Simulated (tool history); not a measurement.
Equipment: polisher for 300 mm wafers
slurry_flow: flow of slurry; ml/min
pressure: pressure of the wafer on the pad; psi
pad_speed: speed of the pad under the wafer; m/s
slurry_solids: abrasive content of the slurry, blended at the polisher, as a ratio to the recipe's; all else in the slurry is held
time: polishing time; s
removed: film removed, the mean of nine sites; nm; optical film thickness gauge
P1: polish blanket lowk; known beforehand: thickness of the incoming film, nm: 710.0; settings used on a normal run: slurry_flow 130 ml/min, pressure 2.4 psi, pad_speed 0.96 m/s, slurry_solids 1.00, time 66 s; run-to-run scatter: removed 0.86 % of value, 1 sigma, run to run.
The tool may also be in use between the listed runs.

run   hour  slurry_flow  pressure  pad_speed  slurry_solids  time  wafers polished on this pad  hours since the slurry nozzle was cleaned  hours since the head pressure was calibrated  hours since the slurry blender was calibrated  hours since the conditioning disc was replaced  removed
  1    3.5          130       2.4       0.96           1.00    66                          691                                      142.8                                         134.1                                           98.1                                           423.2   31.542
  2    6.3          130       3.1       0.96           1.00    66                          711                                      145.6                                         136.9                                          100.9                                           426.0   40.775
  3   10.6          130       2.4       0.96           1.35    66                          742                                      149.9                                         141.2                                          105.2                                           430.3   36.213
  4   13.7          130       2.4       1.40           1.00    66                          765                                      153.0                                         144.3                                          108.3                                           433.4   42.535
  5   17.0          130       2.4       0.96           0.55    66                          789                                      156.3                                         147.6                                          111.6                                           436.7   22.953
  6   21.2          130       2.4       0.96           1.00    96                          819                                      160.5                                         151.8                                          115.8                                           440.9   46.304
  7   25.3          130       2.4       0.44           1.00    66                          849                                      164.6                                         155.9                                          119.9                                           445.0   16.909
  8   30.6          130       2.4       0.96           1.00    66                          887                                      169.9                                         161.2                                          125.2                                           450.3   31.854
  9   35.2          130       1.1       0.96           0.55    66                          920                                      174.5                                         165.8                                          129.8                                           454.9   10.623
 10   40.4          130       2.4       0.96           1.00    66                          958                                      179.7                                         171.0                                          135.0                                           460.1   31.632
 11   43.7           80       2.4       0.96           1.00    66                          982                                      183.0                                         174.3                                          138.3                                           463.4   27.989
 12   49.2          130       2.4       0.96           1.00    66                         1022                                      188.5                                         179.8                                          143.8                                           468.9   31.306
 13   53.3          130       2.4       0.96           1.00    66                         1051                                      192.6                                         183.9                                          147.9                                           473.0   31.867
 14   56.2          130       2.4       0.96           0.75    48                         1072                                      195.5                                         186.8                                          150.8                                           475.9   20.246
 15   60.0          130       2.4       0.96           1.00    66                         1100                                      199.3                                         190.6                                          154.6                                           479.7   31.699
 16   66.5          195       2.4       0.96           1.00    66                         1147                                      205.8                                         197.1                                          161.1                                           486.2   33.955
 17   72.2          130       1.1       0.96           1.00    66                         1188                                      211.5                                         202.8                                          166.8                                           491.9   14.406
 18   77.1          130       2.4       0.96           1.00    42                         1224                                      216.4                                         207.7                                          171.7                                           496.8   20.183
 19   83.3          130       2.4       0.96           1.00    66                         1269                                      222.6                                         213.9                                          177.9                                           503.0   32.053
 20   86.4          130       2.4       0.96           1.00    66                         1291                                      225.7                                         217.0                                          181.0                                           506.1   30.772
 21   91.1          130       2.4       0.96           1.00    66                         1325                                      230.4                                         221.7                                          185.7                                           510.8   29.293
 22   96.0          130       2.4       0.96           1.00    66                         1361                                      235.3                                         226.6                                          190.6                                           515.7   29.526
      99.3  -- head pressure recalibrated
     100.2  -- slurry nozzle cleaned
 23  101.2          130       2.4       0.96           1.00    66                         1398                                        1.1                                           1.9                                          195.8                                           520.9   28.540

Run 24 is up next; what results do you expect?
     105.0  -- conditioning disc replaced and pad reconditioned
 24  106.9          130       2.4       0.96           1.00    66                         1440                                        6.8                                           7.6                                          201.5                                             2.0        ?

Run 24 gave removed 28.777 nm.
